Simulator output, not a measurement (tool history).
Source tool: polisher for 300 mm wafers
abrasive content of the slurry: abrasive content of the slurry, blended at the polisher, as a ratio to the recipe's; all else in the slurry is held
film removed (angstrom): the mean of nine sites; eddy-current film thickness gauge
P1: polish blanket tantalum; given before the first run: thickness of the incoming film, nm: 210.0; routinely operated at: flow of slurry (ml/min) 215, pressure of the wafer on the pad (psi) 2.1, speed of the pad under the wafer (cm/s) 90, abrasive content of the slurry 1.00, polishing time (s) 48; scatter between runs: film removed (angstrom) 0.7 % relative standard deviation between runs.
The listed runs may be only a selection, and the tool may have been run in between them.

run,hour,flow of slurry (ml/min),pressure of the wafer on the pad (psi),speed of the pad under the wafer (cm/s),abrasive content of the slurry,polishing time (s),wafers polished on this pad,hours since the slurry nozzle was cleaned,hours since the head pressure was calibrated,hours since the slurry blender was calibrated,film removed (angstrom)
1,10.0,215,2.1,90,1.00,48,974,259.5,436.6,51.1,874.56
2,15.3,215,2.1,138,1.00,48,1044,264.8,441.9,56.4,1336.90
3,20.2,215,2.1,90,1.00,27,1109,269.7,446.8,61.3,497.92
# hour 25.9: slurry nozzle cleaned
4,27.5,215,3.2,90,1.00,48,1205,1.7,454.1,68.6,1343.40
5,32.6,215,1.4,90,1.00,48,1272,6.8,459.2,73.7,577.29
6,39.8,215,2.1,90,1.00,48,1368,14.0,466.4,80.9,873.29
7,45.8,130,2.1,90,1.00,48,1447,20.0,472.4,86.9,818.25
8,53.0,340,2.1,90,1.00,48,1542,27.2,479.6,94.1,916.19
9,61.4,215,2.1,90,0.50,48,1653,35.6,488.0,102.5,682.02
10,69.3,215,2.1,90,1.00,48,1757,43.5,495.9,110.4,873.55
11,76.7,215,2.1,90,1.00,48,1855,50.9,503.3,117.8,871.70
12,83.2,215,2.1,90,1.45,48,1941,57.4,509.8,124.3,958.42
13,92.5,215,2.1,90,1.00,48,2064,66.7,519.1,133.6,875.74
14,99.6,215,2.1,90,1.00,63,2158,73.8,526.2,140.7,1157.10
15,109.1,215,2.1,40,1.00,48,2283,83.3,535.7,150.2,387.56
16,113.9,215,2.1,132,1.00,34,2346,88.1,540.5,155.0,922.14
17,120.6,215,3.1,90,1.00,32,2435,94.8,547.2,161.7,868.40
18,125.1,215,2.1,90,1.00,48,2494,99.3,551.7,166.2,873.87
19,130.5,215,2.1,90,1.00,48,2566,104.7,557.1,171.6,857.11
20,138.4,215,2.1,90,1.00,48,2670,112.6,565.0,179.5,837.78
21,144.6,215,2.1,90,1.00,48,2752,118.8,571.2,185.7,818.45
22,153.0,215,2.1,90,1.00,48,2863,127.2,579.6,194.1,817.08

Forecast run 23:
# hour 156.0: head pressure recalibrated
23,161.3,215,2.1,90,1.00,48,2973,135.5,5.3,202.4,?

film removed (angstrom): 799.73
